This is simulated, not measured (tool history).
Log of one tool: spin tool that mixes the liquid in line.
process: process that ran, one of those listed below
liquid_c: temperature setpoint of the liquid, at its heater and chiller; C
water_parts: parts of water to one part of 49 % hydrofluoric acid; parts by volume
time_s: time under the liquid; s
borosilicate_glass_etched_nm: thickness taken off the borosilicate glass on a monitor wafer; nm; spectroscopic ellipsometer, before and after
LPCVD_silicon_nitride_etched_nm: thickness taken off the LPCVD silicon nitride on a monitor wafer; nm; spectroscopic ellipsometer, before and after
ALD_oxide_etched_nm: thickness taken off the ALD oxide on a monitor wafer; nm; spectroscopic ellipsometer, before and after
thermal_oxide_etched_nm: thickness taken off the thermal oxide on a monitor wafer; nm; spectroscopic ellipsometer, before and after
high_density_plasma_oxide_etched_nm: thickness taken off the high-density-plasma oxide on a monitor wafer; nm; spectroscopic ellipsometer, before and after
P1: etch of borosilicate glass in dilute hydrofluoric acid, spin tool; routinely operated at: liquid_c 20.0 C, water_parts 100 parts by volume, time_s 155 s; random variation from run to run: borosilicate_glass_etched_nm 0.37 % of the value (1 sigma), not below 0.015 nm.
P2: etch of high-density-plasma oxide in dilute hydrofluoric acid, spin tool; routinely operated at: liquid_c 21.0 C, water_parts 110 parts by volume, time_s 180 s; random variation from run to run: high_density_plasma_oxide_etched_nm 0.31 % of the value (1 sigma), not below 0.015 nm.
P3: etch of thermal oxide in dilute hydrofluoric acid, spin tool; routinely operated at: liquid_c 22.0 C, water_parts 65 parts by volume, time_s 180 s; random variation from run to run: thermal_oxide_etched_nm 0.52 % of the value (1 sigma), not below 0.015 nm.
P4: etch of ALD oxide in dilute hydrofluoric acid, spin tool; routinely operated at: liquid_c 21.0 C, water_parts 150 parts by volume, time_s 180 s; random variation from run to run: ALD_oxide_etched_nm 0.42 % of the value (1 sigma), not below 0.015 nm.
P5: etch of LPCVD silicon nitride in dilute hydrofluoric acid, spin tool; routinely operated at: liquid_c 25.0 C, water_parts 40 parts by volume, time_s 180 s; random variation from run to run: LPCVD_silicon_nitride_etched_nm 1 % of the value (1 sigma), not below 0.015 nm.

run     day  process  liquid_c  water_parts  time_s  hours since the thermometer was replaced  hours since the hydrofluoric acid flow meter was replaced  borosilicate_glass_etched_nm  LPCVD_silicon_nitride_etched_nm  ALD_oxide_etched_nm  thermal_oxide_etched_nm  high_density_plasma_oxide_etched_nm
  1   0.254       P1      20.0          100     155                                    1866.4                                                      238.8                        61.829
  2   0.671       P1      20.0          100     155                                    1876.4                                                      248.8                        61.725
  3   0.888       P1      17.0          100     230                                    1881.6                                                      254.0                        81.083
  4   1.317       P1      20.0          100     155                                    1891.9                                                      264.3                        62.125
  5   1.571       P1      20.0          100     155                                    1898.0                                                      270.4                        62.061
  6   1.800       P1      20.0          140     155                                    1903.5                                                      275.9                        42.272
  7   2.192       P5      25.0           40     180                                    1912.9                                                      285.3                                                         2.4735
  8   2.562       P4      21.0          265     180                                    1921.8                                                      294.2                                                                              8.6039
  9   2.950       P1      20.0          100     295                                    1931.1                                                      303.5                       117.880
 10   3.388       P3      22.0           40     180                                    1941.6                                                      314.0                                                                                                      21.7050
 11   3.804       P2      21.0          110     180                                    1951.6                                                      324.0                                                                                                                                           11.9420
 12   4.188       P1      20.0          100     155                                    1960.8                                                      333.2                        61.819
 13   4.612       P2      21.0          180     180                                    1971.0                                                      343.4                                                                                                                                            6.7511
 14   5.071       P3      22.0           65     180                                    1982.0                                                      354.4                                                                                                      12.8480
 15   5.458       P3      22.0           65     180                                    1991.3                                                      363.7                                                                                                      13.0290
 16   5.679       P1      20.0          100      35                                    1996.6                                                      369.0                        13.965
 17   6.046       P5      25.0           40      80                                    2005.4                                                      377.8                                                         1.1330
 18   6.271       P4      17.0          150     180                                    2010.8                                                      383.2                                                                             14.4620
 19   6.712       P2      21.0          110     320                                    2021.4                                                      393.8                                                                                                                                           21.2460
 20   7.008       P1      17.0           40     155                                    2028.5                                                      400.9                       145.890
 21   7.404       P1      17.0          100     155                                    2038.0                                                      410.4                        54.550
 22   7.704       P1      26.5          100     155                                    2045.2                                                      417.6                        80.149
 23   8.012       P4      21.0          150     180                                    2052.6                                                      425.0                                                                             17.0360
 24   8.250       P2      21.0          110     180                                    2058.3                                                      430.7                                                                                                                                           11.8970
 25   8.546       P3      30.0           65     180                                    2065.4                                                      437.8                                                                                                      17.8040
 26   8.929       P4      21.0          150      65                                    2074.6                                                      447.0                                                                              6.1252
 27   9.225       P3      22.0           65      45                                    2081.7                                                      454.1                                                                                                       3.2244
      9.346  -- thermometer replaced
 28   9.467       P5      30.0           40     180                                       3.0                                                      459.9                                                         3.4038
 29   9.796       P2      27.5          110     180                                      10.9                                                      467.8                                                                                                                                           15.3230
 30  10.042       P4      21.0          150     180                                      16.8                                                      473.7                                                                             17.0470
 31  10.329       P1      20.0           65     155                                      23.7                                                      480.6                        99.370
 32  10.592       P1      20.0          100     155                                      30.0                                                      486.9                        61.816
 33  10.942       P5      25.0           20     180                                      38.4                                                      495.3                                                         4.8352
 34  11.383       P1      20.0          100     155                                      49.0                                                      505.9                        61.742
 35  11.829       P1      20.0          100     155                                      59.7                                                      516.6                        65.106
 36  12.088       P1      20.0          100     155                                      65.9                                                      522.8                        66.379
 37  12.379       P1      20.0          100     155                                      72.9                                                      529.8                        66.738
 38  12.833       P1      20.0          100     155                                      83.8                                                      540.7                        67.537
 39  13.075       P1      20.0          100     155                                      89.6                                                      546.5                        67.405
 40  13.338       P1      20.0          100     155                                      95.9                                                      552.8                        67.301
 41  13.650       P1      20.0          100     155                                     103.4                                                      560.3                        67.520

The log shows P1 creeping away from where it was. Any of the 2 causes listed here, at the size stated for it, fits the log just as well as the others:
A: liquid hotter than its thermometer reads (K) = 2.13
B: hydrofluoric acid flow above the setpoint (%) = 8.11
The drift started at roughly day 11.383.

The 4 check runs listed below each average the results of 2 wafers, and their outcomes are marked with question marks. Under which run would the listed causes produce clearly different results?
check 1  13.962       P2      21.0          110     180                                                                                                                                                                                                                                                      ?
check 2  13.962       P3      22.0           65     180                                                                                                                                                                                                                 ?
check 3  13.962       P5      25.0           40     180                                                                                                                                                                   ?
check 4  13.962       P4      21.0          150     180                                                                                                                                                                                        ?

Check results expected under each cause:
  check                               result     if A     if B
check 1  high_density_plasma_oxide_etched_nm  12.9720  12.9990
check 2              thermal_oxide_etched_nm  14.0910  14.0460
check 3      LPCVD_silicon_nitride_etched_nm   2.8792   2.6947
check 4                  ALD_oxide_etched_nm  18.4520  18.5810
Distance between the nearest two causes, measured in the result of the check that separates them most: check 1 0.2 %; check 2 0.32 %; check 3 6.62 %; check 4 0.7 %
Only check 3 tells the causes apart: in the others they would give nearly the same result.

Check 3 has now been run. It gave: LPCVD_silicon_nitride_etched_nm 2.6778 nm. Which of the candidate causes is it?

B is the cause: hydrofluoric acid flow above the setpoint (%).
